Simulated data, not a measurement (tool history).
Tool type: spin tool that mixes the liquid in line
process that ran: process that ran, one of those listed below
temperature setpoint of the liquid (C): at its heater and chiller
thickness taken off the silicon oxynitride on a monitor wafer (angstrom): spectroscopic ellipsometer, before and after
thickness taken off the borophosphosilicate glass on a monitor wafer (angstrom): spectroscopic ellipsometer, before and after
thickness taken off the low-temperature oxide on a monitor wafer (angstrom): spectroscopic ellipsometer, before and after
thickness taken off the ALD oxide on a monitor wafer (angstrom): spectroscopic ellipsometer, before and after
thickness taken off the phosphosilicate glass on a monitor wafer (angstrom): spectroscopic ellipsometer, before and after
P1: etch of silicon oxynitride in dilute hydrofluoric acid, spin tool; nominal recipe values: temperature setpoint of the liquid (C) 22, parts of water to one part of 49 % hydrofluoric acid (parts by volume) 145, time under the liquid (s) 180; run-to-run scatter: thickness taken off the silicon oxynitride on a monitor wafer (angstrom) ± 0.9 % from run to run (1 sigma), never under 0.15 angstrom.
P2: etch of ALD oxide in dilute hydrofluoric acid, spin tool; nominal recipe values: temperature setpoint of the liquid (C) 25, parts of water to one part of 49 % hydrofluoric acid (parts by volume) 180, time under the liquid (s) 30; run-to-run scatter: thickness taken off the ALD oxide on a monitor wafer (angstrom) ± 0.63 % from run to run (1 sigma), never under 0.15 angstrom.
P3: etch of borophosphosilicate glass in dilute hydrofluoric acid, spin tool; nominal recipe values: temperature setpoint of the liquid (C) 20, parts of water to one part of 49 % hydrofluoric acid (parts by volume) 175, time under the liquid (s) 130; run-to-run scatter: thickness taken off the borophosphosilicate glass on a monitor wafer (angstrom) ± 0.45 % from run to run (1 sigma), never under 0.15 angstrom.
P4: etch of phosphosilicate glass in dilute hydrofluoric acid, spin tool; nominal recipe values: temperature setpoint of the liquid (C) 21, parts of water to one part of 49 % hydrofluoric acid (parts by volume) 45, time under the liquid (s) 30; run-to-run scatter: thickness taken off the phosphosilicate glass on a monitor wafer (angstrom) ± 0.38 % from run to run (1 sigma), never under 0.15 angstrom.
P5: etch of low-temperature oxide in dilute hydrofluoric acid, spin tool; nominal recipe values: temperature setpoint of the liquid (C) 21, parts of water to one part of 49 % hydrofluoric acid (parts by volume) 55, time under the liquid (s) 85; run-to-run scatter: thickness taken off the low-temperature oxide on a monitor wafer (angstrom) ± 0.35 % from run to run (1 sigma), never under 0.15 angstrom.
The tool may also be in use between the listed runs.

run,hour,process that ran,temperature setpoint of the liquid (C),parts of water to one part of 49 % hydrofluoric acid (parts by volume),time under the liquid (s),hours since the thermometer was replaced,hours since the hydrofluoric acid flow meter was replaced,thickness taken off the silicon oxynitride on a monitor wafer (angstrom),thickness taken off the borophosphosilicate glass on a monitor wafer (angstrom),thickness taken off the low-temperature oxide on a monitor wafer (angstrom),thickness taken off the ALD oxide on a monitor wafer (angstrom),thickness taken off the phosphosilicate glass on a monitor wafer (angstrom)
1,13.9,P1,22,145,180,1411.6,313.8,25.632,,,,
2,29.3,P3,20,35,130,1427,329.2,,1471.3,,,
3,45.6,P1,22,145,180,1443.3,345.5,26.262,,,,
4,61.5,P1,22,145,180,1459.2,361.4,26.194,,,,
5,70.9,P5,21,90,85,1468.6,370.8,,,155.15,,
6,88.6,P1,22,80,180,1486.3,388.5,48.794,,,,
7,99.2,P3,20,175,130,1496.9,399.1,,251.57,,,
8,109.6,P1,22,195,95,1507.3,409.5,9.7241,,,,
9,124.5,P5,21,55,85,1522.2,424.4,,,267.42,,
10,140.9,P1,22,145,180,1538.6,440.8,25.307,,,,
11,149.7,P2,25,180,30,1547.4,449.6,,,,46.849,
12,167.2,P4,21,45,30,1564.9,467.1,,,,,758.41
13,176,P1,22,205,180,1573.7,475.9,17.545,,,,
14,192.4,P4,21,25,30,1590.1,492.3,,,,,1400.5
15,200.4,P4,21,45,60,1598.1,500.3,,,,,1509.3
# hour 211.9: thermometer replaced
16,217.1,P1,18.5,90,180,5.2,517,37.444,,,,
17,234,P2,17.5,180,30,22.1,533.9,,,,35.609,
18,252.2,P5,21,55,85,40.3,552.1,,,266.37,,
19,270.6,P1,27,145,180,58.7,570.5,32.391,,,,
20,281.2,P1,22,145,335,69.3,581.1,48.464,,,,
21,291.2,P1,22,145,180,79.3,591.1,26.019,,,,
22,304.8,P2,25,325,30,92.9,604.7,,,,22.373,
23,320,P2,25,180,60,108.1,619.9,,,,94.602,
24,333.3,P1,22,145,180,121.4,633.2,26.294,,,,
# hour 334.1: hydrofluoric acid flow meter replaced
25,345.7,P1,28.5,45,180,133.8,11.7,124.75,,,,
26,362.2,P1,22,145,180,150.3,28.2,25.942,,,,
27,378.6,P3,20,175,130,166.7,44.6,,254.34,,,
28,393.1,P3,24.5,175,130,181.2,59.1,,300.95,,,
29,407.2,P5,21,55,155,195.3,73.2,,,484.61,,
30,422.7,P1,17.5,145,180,210.8,88.7,21.071,,,,
31,438.2,P5,17,55,85,226.3,104.2,,,222.77,,
32,454.7,P3,20,175,20,242.8,120.7,,39.595,,,
33,472.6,P1,22,145,65,260.7,138.6,9.0591,,,,
34,485,P4,25.5,45,30,273.1,151,,,,,916.41
35,502.8,P1,22,145,180,290.9,168.8,25.777,,,,
36,519.7,P1,22,145,180,307.8,185.7,27.048,,,,
37,528.3,P1,22,145,180,316.4,194.3,27.826,,,,
38,542.3,P1,22,145,180,330.4,208.3,28.474,,,,
39,558.2,P1,22,145,180,346.3,224.2,28.912,,,,
40,574.5,P1,22,145,180,362.6,240.5,28.807,,,,
41,588.1,P1,22,145,180,376.2,254.1,28.534,,,,
42,599.1,P1,22,145,180,387.2,265.1,28.806,,,,

P1 has crept away from where it was. The log is fitted equally well by each of these 2 causes, at the sizes shown:
A: liquid hotter than its thermometer reads (K) = 2.25
B: hydrofluoric acid flow above the setpoint (%) = 9.88
The creep began at about hour 502.8.

Below are 4 check runs, each averaged over 2 wafers, with their results shown as question marks. Which of them would give clearly different results depending on which cause is behind the drift?
check 1,610.1,P2,25,315,60,,,,,,?,
check 2,610.1,P4,21,30,30,,,,,,,?
check 3,610.1,P3,20,35,130,,,,?,,,
check 4,610.1,P5,17,55,145,,,,,?,,

What every check run would give for each of its results, assuming each possible cause in turn:
check,result,if A,if B
check 1,thickness taken off the ALD oxide on a monitor wafer (angstrom),50.202,52.614
check 2,thickness taken off the phosphosilicate glass on a monitor wafer (angstrom),1272.9,1275.7
check 3,thickness taken off the borophosphosilicate glass on a monitor wafer (angstrom),1638.3,1642.2
check 4,thickness taken off the low-temperature oxide on a monitor wafer (angstrom),421.72,423.05
Separation of the two closest causes in each check, using whichever result separates them best: check 1 4.69 %; check 2 0.22 %; check 3 0.23 %; check 4 0.31 %
Check 1 distinguishes between the causes, while the remaining checks would return nearly the same result for all of them.

Check 1 has now been run. It gave: thickness taken off the ALD oxide on a monitor wafer (angstrom) 50.293. Which of the candidate causes is it?

The correct cause is A, namely: liquid hotter than its thermometer reads (K).
